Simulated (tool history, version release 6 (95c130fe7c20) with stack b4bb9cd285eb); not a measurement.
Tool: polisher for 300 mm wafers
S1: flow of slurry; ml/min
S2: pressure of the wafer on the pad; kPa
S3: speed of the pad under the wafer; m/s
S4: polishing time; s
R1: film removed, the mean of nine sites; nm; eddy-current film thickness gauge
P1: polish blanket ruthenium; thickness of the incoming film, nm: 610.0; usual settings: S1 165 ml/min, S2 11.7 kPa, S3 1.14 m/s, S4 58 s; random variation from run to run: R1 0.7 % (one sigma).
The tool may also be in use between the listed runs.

Run 1, day 0.188: S1 165 ml/min, S2 11.7 kPa, S3 1.14 m/s, S4 58 s. Result: R1 68.004 nm.
Run 2, day 0.404: S1 165 ml/min, S2 11.7 kPa, S3 1.14 m/s, S4 58 s. Result: R1 67.580 nm.
Run 3, day 0.671: S1 165 ml/min, S2 11.7 kPa, S3 1.78 m/s, S4 58 s. Result: R1 105.160 nm.
Run 4, day 0.946: S1 105 ml/min, S2 11.7 kPa, S3 1.42 m/s, S4 58 s. Result: R1 76.881 nm.
Run 5, day 1.079: S1 165 ml/min, S2 17.2 kPa, S3 1.14 m/s, S4 58 s. Result: R1 98.469 nm.
Run 6, day 1.288: S1 165 ml/min, S2 5.5 kPa, S3 1.14 m/s, S4 58 s. Result: R1 31.952 nm.
Run 7, day 1.571: S1 100 ml/min, S2 11.7 kPa, S3 1.14 m/s, S4 58 s. Result: R1 61.546 nm.
Run 8, day 1.729: S1 165 ml/min, S2 11.7 kPa, S3 1.14 m/s, S4 27 s. Result: R1 31.764 nm.
Run 9, day 1.942: S1 165 ml/min, S2 11.7 kPa, S3 1.14 m/s, S4 58 s. Result: R1 66.933 nm.
Run 10, day 2.104: S1 225 ml/min, S2 11.7 kPa, S3 1.14 m/s, S4 58 s. Result: R1 70.753 nm.
Run 11, day 2.388: S1 165 ml/min, S2 11.7 kPa, S3 1.14 m/s, S4 77 s. Result: R1 89.909 nm.
Run 12, day 2.592: S1 165 ml/min, S2 11.7 kPa, S3 0.66 m/s, S4 58 s. Result: R1 39.228 nm.
At day 2.612: worn pad replaced by a new one.
Run 13, day 2.800: S1 165 ml/min, S2 11.7 kPa, S3 1.14 m/s, S4 58 s. Result: R1 67.324 nm.
Run 14, day 2.929: S1 165 ml/min, S2 11.7 kPa, S3 1.14 m/s, S4 58 s. Result: R1 67.330 nm.
Run 15, day 3.075: S1 165 ml/min, S2 11.7 kPa, S3 1.14 m/s, S4 58 s. Result: R1 67.394 nm.
Run 16, day 3.321: S1 165 ml/min, S2 11.7 kPa, S3 1.14 m/s, S4 58 s. Result: R1 64.761 nm.
Run 17, day 3.542: S1 165 ml/min, S2 11.7 kPa, S3 1.14 m/s, S4 58 s. Result: R1 63.405 nm.
Run 18, day 3.729: S1 165 ml/min, S2 11.7 kPa, S3 1.14 m/s, S4 58 s. Result: R1 63.860 nm.
At day 3.892: worn pad replaced by a new one.
Run 19, day 3.908: S1 165 ml/min, S2 11.7 kPa, S3 1.14 m/s, S4 58 s. Result: R1 62.529 nm.
Run 20, day 4.112: S1 165 ml/min, S2 11.7 kPa, S3 1.14 m/s, S4 58 s. Result: R1 63.415 nm.
Run 21, day 4.317: S1 165 ml/min, S2 11.7 kPa, S3 1.14 m/s, S4 58 s. Result: R1 62.770 nm.

What P1 gives has crept away from where it was. These 2 causes fit the log equally well, each at the size given:
A: slurry flow missing at the pad, % = 32
B: head's pressure below its setpoint, % = 7.06
The creep began at about day 3.075.
Why every other cause is out:
removal rate lost through wear of the pad, %: serviced at day 3.892, which brought nothing back

4 check runs are offered, each on 2 wafers whose results are averaged, their results left as question marks. Which one tells the causes apart?
Run check 1, day 4.521: S1 165 ml/min, S2 14.5 kPa, S3 1.14 m/s, S4 58 s. Result: R1 ?.
Run check 2, day 4.521: S1 165 ml/min, S2 11.7 kPa, S3 0.78 m/s, S4 40 s. Result: R1 ?.
Run check 3, day 4.521: S1 165 ml/min, S2 11.7 kPa, S3 1.40 m/s, S4 58 s. Result: R1 ?.
Run check 4, day 4.521: S1 100 ml/min, S2 11.7 kPa, S3 1.14 m/s, S4 58 s. Result: R1 ?.

What each check would give under each cause:
  check  result    if A    if B
check 1      R1  77.494  77.485
check 2      R1  29.602  29.598
check 3      R1  77.041  77.031
check 4      R1  54.472  56.738
How far apart the two closest causes lie, in the result that separates them most: check 1 0.01 %; check 2 0.01 %; check 3 0.01 %; check 4 4.07 %
Check 4 tells the causes apart: in the others they would give nearly the same result.

Then check 4 was run and gave: R1 54.032 nm. Which cause is it?

It is A: slurry flow missing at the pad, %.

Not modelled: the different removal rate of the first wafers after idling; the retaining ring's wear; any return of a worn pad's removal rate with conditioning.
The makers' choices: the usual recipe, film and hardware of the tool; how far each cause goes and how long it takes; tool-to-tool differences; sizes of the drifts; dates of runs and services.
